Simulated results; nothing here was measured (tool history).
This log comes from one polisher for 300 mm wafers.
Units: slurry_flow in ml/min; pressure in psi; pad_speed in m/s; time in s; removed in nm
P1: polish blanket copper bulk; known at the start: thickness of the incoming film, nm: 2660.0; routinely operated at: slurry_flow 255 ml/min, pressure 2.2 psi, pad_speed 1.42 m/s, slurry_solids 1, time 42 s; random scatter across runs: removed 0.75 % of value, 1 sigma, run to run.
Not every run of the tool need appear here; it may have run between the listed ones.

run   hour  slurry_flow  pressure  pad_speed  slurry_solids  time  removed
  1   11.9          255       2.2       1.42              1    42   388.27
  2   22.9          255         3       1.42              1    42   527.76
  3   36.2          255       2.2       1.42              1    64   591.01
  4   47.4          370       2.2       1.42              1    42   396.08
  5   59.4          255       2.2       1.42              1    25   232.45
  6   70.2          255         1       1.42              1    42   174.93
  7   82.9          255       2.2       1.42              1    42   385.91
  8   94.5          360       1.6       1.42              1    42      292
       103  -- head pressure recalibrated
  9  104.6          255       2.2       1.42           0.65    42   350.34
 10  112.6          255       2.2       1.42              1    42   383.93
 11  126.4          255       2.2       1.92              1    42   525.11
 12  137.3          255       2.2       1.42            1.5    42   424.66
 13  150.6          255       2.2       1.42              1    42   388.07
 14  159.5          255       2.2       1.42              1    42   381.85
 15  170.4          155       2.2       1.42              1    42   361.33
     173.1  -- slurry blender recalibrated
 16  179.2          255       2.2       2.18              1    64   912.17
 17  188.1          255       2.2       0.86              1    42   233.81
 18  197.3          255       2.2       1.42              1    42   385.58
 19  208.4          255       2.2       1.42              1    42   378.71
 20  218.5          255       2.2       1.42              1    42   376.09
 21  229.3          255       2.2       1.42              1    42    372.1
 22  243.3          255       2.2       1.42              1    42   371.38
       252  -- slurry blender recalibrated
 23  254.3          255       2.2       1.42              1    42   368.27
 24  261.6          255       2.2       1.42              1    42   360.74
 25  274.3          255       2.2       1.42              1    42   361.95

Run 26 comes next. What will it give?
     277.4  -- head pressure recalibrated
 26  286.5          255       2.2       1.42              1    42        ?

{"run 26": {"removed": 361.13}}

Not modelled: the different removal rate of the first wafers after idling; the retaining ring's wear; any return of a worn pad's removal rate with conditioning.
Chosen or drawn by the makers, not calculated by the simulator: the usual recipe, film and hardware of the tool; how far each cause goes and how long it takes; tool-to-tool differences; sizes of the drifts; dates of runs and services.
